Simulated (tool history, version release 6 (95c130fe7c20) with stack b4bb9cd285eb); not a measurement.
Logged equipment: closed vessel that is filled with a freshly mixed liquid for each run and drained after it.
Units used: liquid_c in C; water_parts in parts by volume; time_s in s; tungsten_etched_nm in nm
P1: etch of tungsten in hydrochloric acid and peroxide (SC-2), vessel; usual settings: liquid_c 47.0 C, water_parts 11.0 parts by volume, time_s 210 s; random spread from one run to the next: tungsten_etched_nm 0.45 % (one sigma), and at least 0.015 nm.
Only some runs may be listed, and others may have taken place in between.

run 1 hour=16.0 | liquid_c=47.0 water_parts=11.0 time_s=210 | tungsten_etched_nm=57.9430
run 2 hour=30.8 | liquid_c=47.0 water_parts=11.0 time_s=210 | tungsten_etched_nm=57.8690
run 3 hour=45.5 | liquid_c=47.0 water_parts=16.0 time_s=210 | tungsten_etched_nm=41.6830
run 4 hour=60.3 | liquid_c=47.0 water_parts=11.0 time_s=210 | tungsten_etched_nm=57.3010
run 5 hour=74.1 | liquid_c=47.0 water_parts=11.0 time_s=210 | tungsten_etched_nm=57.0370
run 6 hour=90.1 | liquid_c=47.0 water_parts=11.0 time_s=30 | tungsten_etched_nm=8.1473
run 7 hour=98.6 | liquid_c=60.0 water_parts=11.0 time_s=305 | tungsten_etched_nm=193.3000
run 8 hour=110.4 | liquid_c=47.0 water_parts=4.5 time_s=210 | tungsten_etched_nm=114.8200
run 9 hour=128.0 | liquid_c=60.5 water_parts=11.0 time_s=210 | tungsten_etched_nm=137.0500
run 10 hour=143.1 | liquid_c=47.0 water_parts=11.0 time_s=210 | tungsten_etched_nm=57.4580
run 11 hour=151.3 | liquid_c=47.0 water_parts=11.0 time_s=400 | tungsten_etched_nm=109.4400
run 12 hour=168.5 | liquid_c=35.5 water_parts=11.0 time_s=105 | tungsten_etched_nm=12.6950
run 13 hour=177.0 | liquid_c=47.0 water_parts=11.0 time_s=210 | tungsten_etched_nm=57.5480
run 14 hour=191.5 | liquid_c=35.0 water_parts=11.0 time_s=210 | tungsten_etched_nm=24.4810
run 15 hour=202.7 | liquid_c=47.0 water_parts=11.0 time_s=210 | tungsten_etched_nm=57.6890
run 16 hour=217.1 | liquid_c=47.0 water_parts=11.0 time_s=210 | tungsten_etched_nm=60.0040
run 17 hour=225.0 | liquid_c=47.0 water_parts=11.0 time_s=210 | tungsten_etched_nm=60.3300
run 18 hour=233.3 | liquid_c=47.0 water_parts=11.0 time_s=210 | tungsten_etched_nm=60.8480
run 19 hour=247.8 | liquid_c=47.0 water_parts=11.0 time_s=210 | tungsten_etched_nm=61.5400
run 20 hour=259.4 | liquid_c=47.0 water_parts=11.0 time_s=210 | tungsten_etched_nm=61.4890
run 21 hour=270.1 | liquid_c=47.0 water_parts=11.0 time_s=210 | tungsten_etched_nm=62.3730

What will run 22 give?
run 22 hour=281.9 | liquid_c=47.0 water_parts=11.0 time_s=210 | tungsten_etched_nm=?

{"run 22": {"tungsten_etched_nm": 62.513}}

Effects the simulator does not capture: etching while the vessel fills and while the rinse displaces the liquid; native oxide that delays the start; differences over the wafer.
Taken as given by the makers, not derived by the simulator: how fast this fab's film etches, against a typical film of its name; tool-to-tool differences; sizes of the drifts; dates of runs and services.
